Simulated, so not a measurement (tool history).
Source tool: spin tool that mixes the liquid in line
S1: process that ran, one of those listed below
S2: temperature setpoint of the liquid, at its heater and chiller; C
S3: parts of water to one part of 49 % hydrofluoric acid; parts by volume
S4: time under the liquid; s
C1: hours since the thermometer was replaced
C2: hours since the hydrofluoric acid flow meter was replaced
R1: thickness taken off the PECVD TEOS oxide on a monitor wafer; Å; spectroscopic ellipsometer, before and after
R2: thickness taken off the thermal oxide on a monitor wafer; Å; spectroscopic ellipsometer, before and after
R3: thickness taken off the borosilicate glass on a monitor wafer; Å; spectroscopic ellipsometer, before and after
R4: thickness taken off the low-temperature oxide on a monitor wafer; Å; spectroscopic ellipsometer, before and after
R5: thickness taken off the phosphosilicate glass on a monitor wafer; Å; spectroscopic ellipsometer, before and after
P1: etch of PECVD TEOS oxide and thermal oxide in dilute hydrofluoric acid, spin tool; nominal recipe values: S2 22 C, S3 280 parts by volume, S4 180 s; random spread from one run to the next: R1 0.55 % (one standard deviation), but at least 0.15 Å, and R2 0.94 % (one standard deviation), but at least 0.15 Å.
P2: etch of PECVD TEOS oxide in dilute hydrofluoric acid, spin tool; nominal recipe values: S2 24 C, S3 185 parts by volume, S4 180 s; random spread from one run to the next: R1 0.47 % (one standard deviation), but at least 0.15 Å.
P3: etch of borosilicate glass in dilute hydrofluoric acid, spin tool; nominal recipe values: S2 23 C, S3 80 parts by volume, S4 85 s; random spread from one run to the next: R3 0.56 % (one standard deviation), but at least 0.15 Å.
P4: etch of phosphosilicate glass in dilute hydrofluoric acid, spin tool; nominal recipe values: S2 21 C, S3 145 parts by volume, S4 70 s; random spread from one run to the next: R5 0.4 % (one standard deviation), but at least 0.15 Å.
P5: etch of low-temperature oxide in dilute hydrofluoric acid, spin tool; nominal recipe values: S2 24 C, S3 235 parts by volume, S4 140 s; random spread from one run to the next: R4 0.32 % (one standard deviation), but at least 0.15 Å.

{"run": 1, "hour": 7.1, "S1": "P1", "S2": 22, "S3": 280, "S4": 180, "C1": 293.4, "C2": 805.2, "R1": 91.403, "R2": 22.987}
{"run": 2, "hour": 17.2, "S1": "P3", "S2": 23, "S3": 20, "S4": 85, "C1": 303.5, "C2": 815.3, "R3": 2410.1}
{"run": 3, "hour": 30.1, "S1": "P1", "S2": 22, "S3": 280, "S4": 180, "C1": 316.4, "C2": 828.2, "R1": 90.533, "R2": 22.794}
{"run": 4, "hour": 39.9, "S1": "P2", "S2": 24, "S3": 185, "S4": 180, "C1": 326.2, "C2": 838, "R1": 131.9}
{"run": 5, "hour": 49.0, "S1": "P5", "S2": 24, "S3": 385, "S4": 140, "C1": 335.3, "C2": 847.1, "R4": 44.247}
{"run": 6, "hour": 56.7, "S1": "P2", "S2": 24, "S3": 305, "S4": 180, "C1": 343, "C2": 854.8, "R1": 71.521}
{"run": 7, "hour": 63.8, "S1": "P3", "S2": 17, "S3": 80, "S4": 85, "C1": 350.1, "C2": 861.9, "R3": 432.56}
{"run": 8, "hour": 74.0, "S1": "P1", "S2": 17, "S3": 280, "S4": 180, "C1": 360.3, "C2": 872.1, "R1": 75.664, "R2": 19.166}
{"run": 9, "hour": 85.7, "S1": "P4", "S2": 29, "S3": 145, "S4": 70, "C1": 372, "C2": 883.8, "R5": 838.62}
{"run": 10, "hour": 98.6, "S1": "P1", "S2": 22, "S3": 280, "S4": 345, "C1": 384.9, "C2": 896.7, "R1": 175.7, "R2": 43.998}
{"run": 11, "hour": 109.5, "S1": "P1", "S2": 28.5, "S3": 280, "S4": 65, "C1": 395.8, "C2": 907.6, "R1": 41.098, "R2": 10.552}
{"run": 12, "hour": 118.0, "S1": "P5", "S2": 24, "S3": 235, "S4": 270, "C1": 404.3, "C2": 916.1, "R4": 162.25}
{"run": 13, "hour": 127.4, "S1": "P1", "S2": 22, "S3": 420, "S4": 180, "C1": 413.7, "C2": 925.5, "R1": 53.278, "R2": 13.361}
{"run": 14, "hour": 133.1, "S1": "P2", "S2": 28.5, "S3": 185, "S4": 180, "C1": 419.4, "C2": 931.2, "R1": 154.97}
{"run": 15, "hour": 140.1, "S1": "P2", "S2": 24, "S3": 185, "S4": 325, "C1": 426.4, "C2": 938.2, "R1": 238.43}
{"run": 16, "hour": 145.8, "S1": "P3", "S2": 23, "S3": 80, "S4": 15, "C1": 432.1, "C2": 943.9, "R3": 96.982}
{"run": 17, "hour": 154.5, "S1": "P4", "S2": 21, "S3": 145, "S4": 135, "C1": 440.8, "C2": 952.6, "R5": 1192}
{"run": 18, "hour": 163.4, "S1": "P1", "S2": 22, "S3": 280, "S4": 180, "C1": 449.7, "C2": 961.5, "R1": 91.395, "R2": 22.741}
{"run": 19, "hour": 173.5, "S1": "P1", "S2": 22, "S3": 370, "S4": 275, "C1": 459.8, "C2": 971.6, "R1": 97.742, "R2": 24.35}
{"run": 20, "hour": 185.3, "S1": "P1", "S2": 29.5, "S3": 280, "S4": 180, "C1": 471.6, "C2": 983.4, "R1": 117.83, "R2": 29.999}
{"run": 21, "hour": 194.0, "S1": "P5", "S2": 24, "S3": 235, "S4": 140, "C1": 480.3, "C2": 992.1, "R4": 84.157}
{"run": 22, "hour": 202.1, "S1": "P3", "S2": 23, "S3": 80, "S4": 85, "C1": 488.4, "C2": 1000.2, "R3": 559}
{"run": 23, "hour": 208.7, "S1": "P1", "S2": 22, "S3": 280, "S4": 15, "C1": 495, "C2": 1006.8, "R1": 7.4676, "R2": 1.9938}
{"run": 24, "hour": 218.4, "S1": "P2", "S2": 24, "S3": 185, "S4": 180, "C1": 504.7, "C2": 1016.5, "R1": 132.25}
{"run": 25, "hour": 226.0, "S1": "P1", "S2": 22, "S3": 490, "S4": 320, "C1": 512.3, "C2": 1024.1, "R1": 76.977, "R2": 19.55}
{"run": 26, "hour": 239.1, "S1": "P1", "S2": 22, "S3": 280, "S4": 180, "C1": 525.4, "C2": 1037.2, "R1": 90.669, "R2": 22.776}
{"run": 27, "hour": 246.0, "S1": "P5", "S2": 24, "S3": 235, "S4": 140, "C1": 532.3, "C2": 1044.1, "R4": 84.704}
{"run": 28, "hour": 258.4, "S1": "P1", "S2": 22, "S3": 150, "S4": 180, "C1": 544.7, "C2": 1056.5, "R1": 194.68, "R2": 49.407}
{"run": 29, "hour": 266.6, "S1": "P1", "S2": 22, "S3": 280, "S4": 180, "C1": 552.9, "C2": 1064.7, "R1": 91.866, "R2": 23.132}
{"run": 30, "hour": 276.4, "S1": "P4", "S2": 21, "S3": 255, "S4": 70, "C1": 562.7, "C2": 1074.5, "R5": 314.92}
{"run": 31, "hour": 282.8, "S1": "P4", "S2": 21, "S3": 145, "S4": 70, "C1": 569.1, "C2": 1080.9, "R5": 616.51}
{"run": 32, "hour": 289.3, "S1": "P5", "S2": 30.5, "S3": 235, "S4": 140, "C1": 575.6, "C2": 1087.4, "R4": 105.42}
{"run": 33, "hour": 301.3, "S1": "P4", "S2": 21, "S3": 145, "S4": 70, "C1": 587.6, "C2": 1099.4, "R5": 614.28}
{"run": 34, "hour": 309.6, "S1": "P1", "S2": 22, "S3": 280, "S4": 180, "C1": 595.9, "C2": 1107.7, "R1": 90.362, "R2": 23.151}
{"run": 35, "hour": 321.4, "S1": "P1", "S2": 22, "S3": 280, "S4": 180, "C1": 607.7, "C2": 1119.5, "R1": 88.016, "R2": 22.535}
{"run": 36, "hour": 328.1, "S1": "P1", "S2": 22, "S3": 280, "S4": 180, "C1": 614.4, "C2": 1126.2, "R1": 86.97, "R2": 21.658}
{"run": 37, "hour": 340.5, "S1": "P1", "S2": 22, "S3": 280, "S4": 180, "C1": 626.8, "C2": 1138.6, "R1": 85.287, "R2": 21.521}
{"run": 38, "hour": 346.4, "S1": "P1", "S2": 22, "S3": 280, "S4": 180, "C1": 632.7, "C2": 1144.5, "R1": 85.881, "R2": 21.377}
{"run": 39, "hour": 354.2, "S1": "P1", "S2": 22, "S3": 280, "S4": 180, "C1": 640.5, "C2": 1152.3, "R1": 83.984, "R2": 21.971}
{"run": 40, "hour": 367.3, "S1": "P1", "S2": 22, "S3": 280, "S4": 180, "C1": 653.6, "C2": 1165.4, "R1": 84.335, "R2": 20.961}
{"run": 41, "hour": 377.7, "S1": "P1", "S2": 22, "S3": 280, "S4": 180, "C1": 664, "C2": 1175.8, "R1": 84.755, "R2": 21.171}

What P1 gives has crept off from where it sat before. The 2 causes that follow fit the log equally well, each at the size noted:
A: hydrofluoric acid flow below the setpoint (%) = 5.84
B: liquid colder than its thermometer reads (K) = 2.1
The onset of the drift is placed at about hour 309.6.

Which of the check runs below tells the causes apart, meaning the causes would give it clearly different results? Each run uses 2 wafers whose results are averaged, and each result is shown as a question mark.
{"run": "check 1", "hour": 388.1, "S1": "P5", "S2": 28.5, "S3": 235, "S4": 210, "R4": "?"}
{"run": "check 2", "hour": 388.1, "S1": "P4", "S2": 21, "S3": 240, "S4": 110, "R5": "?"}
{"run": "check 3", "hour": 388.1, "S1": "P3", "S2": 17, "S3": 20, "S4": 85, "R3": "?"}
{"run": "check 4", "hour": 388.1, "S1": "P2", "S2": 28, "S3": 185, "S4": 180, "R1": "?"}

What every check run would give for each of its results, assuming each possible cause in turn:
check=check_1 result=R4 if_A=136.78 if_B=137.3
check=check_2 result=R5 if_A=494.03 if_B=491.64
check=check_3 result=R3 if_A=1738.2 if_B=1682.8
check=check_4 result=R1 if_A=142.05 if_B=141.75
Smallest distance between any two causes, each pair judged by its most separating result, in per cent: check 1 0.38 %; check 2 0.48 %; check 3 3.24 %; check 4 0.21 %
Check 3 tells the causes apart: in the others they would give nearly the same result.

Here is what check 3 returned: R3 1686.4 Å. Which cause is it?

Of the candidate causes, it is B: liquid colder than its thermometer reads (K).

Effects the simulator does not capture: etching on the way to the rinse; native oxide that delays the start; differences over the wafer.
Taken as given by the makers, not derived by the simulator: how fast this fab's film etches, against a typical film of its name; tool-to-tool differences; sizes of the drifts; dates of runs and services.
